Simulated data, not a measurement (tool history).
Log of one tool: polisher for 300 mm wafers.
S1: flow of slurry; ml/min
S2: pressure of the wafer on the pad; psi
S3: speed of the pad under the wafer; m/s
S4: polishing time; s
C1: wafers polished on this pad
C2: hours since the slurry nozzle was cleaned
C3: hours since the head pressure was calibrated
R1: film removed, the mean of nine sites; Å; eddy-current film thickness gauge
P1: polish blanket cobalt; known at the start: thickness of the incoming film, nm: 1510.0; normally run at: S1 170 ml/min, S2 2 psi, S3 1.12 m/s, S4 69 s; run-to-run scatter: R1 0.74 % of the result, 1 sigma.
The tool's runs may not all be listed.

| run | hour | S1 | S2 | S3 | S4 | C1 | C2 | C3 | R1 |
|---|---|---|---|---|---|---|---|---|---|
| 1 | 2.6 | 170 | 2 | 1.12 | 69 | 461 | 147.2 | 632.7 | 4812.9 |
| 2 | 6.9 | 170 | 2 | 1.12 | 106 | 498 | 151.5 | 637 | 7351.1 |
| 3 | 9.2 | 170 | 2 | 1.12 | 69 | 518 | 153.8 | 639.3 | 4805 |
| 4 | 11.6 | 260 | 2 | 1.12 | 69 | 539 | 156.2 | 641.7 | 5109.8 |
| 5 | 15.6 | 170 | 2 | 1.12 | 69 | 573 | 160.2 | 645.7 | 4763.4 |
| 6 | 17.8 | 260 | 2 | 0.56 | 69 | 592 | 162.4 | 647.9 | 2531 |
|  | 18.6 | slurry nozzle cleaned |
| 7 | 20.5 | 170 | 0.9 | 1.12 | 69 | 615 | 1.9 | 650.6 | 2204 |
| 8 | 24 | 170 | 2 | 1.12 | 37 | 645 | 5.4 | 654.1 | 2566.8 |
| 9 | 28.3 | 105 | 2 | 1.12 | 69 | 682 | 9.7 | 658.4 | 4351.8 |
| 10 | 32.9 | 170 | 2.6 | 1.12 | 69 | 722 | 14.3 | 663 | 6220.5 |
|  | 35.2 | head pressure recalibrated |
| 11 | 37.1 | 170 | 2 | 1.78 | 69 | 758 | 18.5 | 2 | 7563 |
| 12 | 40.9 | 170 | 2 | 0.68 | 69 | 791 | 22.3 | 5.8 | 2922.5 |
| 13 | 45.3 | 170 | 2 | 1.12 | 69 | 828 | 26.7 | 10.2 | 4796.1 |
| 14 | 48.1 | 170 | 2 | 1.12 | 69 | 852 | 29.5 | 13 | 4845.8 |
| 15 | 50.5 | 170 | 2 | 1.12 | 69 | 873 | 31.9 | 15.4 | 4786.4 |
| 16 | 53.7 | 170 | 2 | 1.12 | 69 | 901 | 35.1 | 18.6 | 4776.7 |
| 17 | 56.2 | 170 | 2 | 1.12 | 69 | 922 | 37.6 | 21.1 | 4699.2 |
| 18 | 58.7 | 170 | 2 | 1.12 | 69 | 944 | 40.1 | 23.6 | 4682.8 |
| 19 | 61.4 | 170 | 2 | 1.12 | 69 | 967 | 42.8 | 26.3 | 4523.4 |
| 20 | 65.6 | 170 | 2 | 1.12 | 69 | 1003 | 47 | 30.5 | 4513 |
|  | 65.7 | worn pad replaced by a new one |
| 21 | 69.5 | 170 | 2 | 1.12 | 69 | 33 | 50.9 | 34.4 | 4443.9 |
| 22 | 72 | 170 | 2 | 1.12 | 69 | 54 | 53.4 | 36.9 | 4508 |

What P1 gives has crept away from where it was. These 2 causes fit the log equally well, each at the size given:
A: slurry flow missing at the pad, % = 30.7
B: head's pressure below its setpoint, % = 6.52
The creep began at about hour 53.7.
Why every other cause is out:
removal rate lost through wear of the pad, %: serviced at hour 65.7, which brought nothing back

4 check runs are offered, each on 5 wafers whose results are averaged, their results left as question marks. Which one tells the causes apart?
| check 1 | 74.5 | 170 | 2 | 0.72 | 38 |  |  |  | ? |
| check 2 | 74.5 | 115 | 2 | 1.54 | 69 |  |  |  | ? |
| check 3 | 74.5 | 170 | 2 | 1.66 | 104 |  |  |  | ? |
| check 4 | 74.5 | 170 | 1.2 | 1.12 | 97 |  |  |  | ? |

What each check would give under each cause:
| check | result | if A | if B |
|---|---|---|---|
| check 1 | R1 | 1590.6 | 1590.3 |
| check 2 | R1 | 5585.7 | 5744.3 |
| check 3 | R1 | 10036 | 10035 |
| check 4 | R1 | 3789.4 | 3788.8 |
How far apart the two closest causes lie, in the result that separates them most: check 1 0.02 %; check 2 2.8 %; check 3 0.02 %; check 4 0.02 %
Only check 2 tells the causes apart: in the others they would give nearly the same result.

Check 2 was then run and gave: R1 5596.6 Å. Which cause is it?

It is A: slurry flow missing at the pad, %.
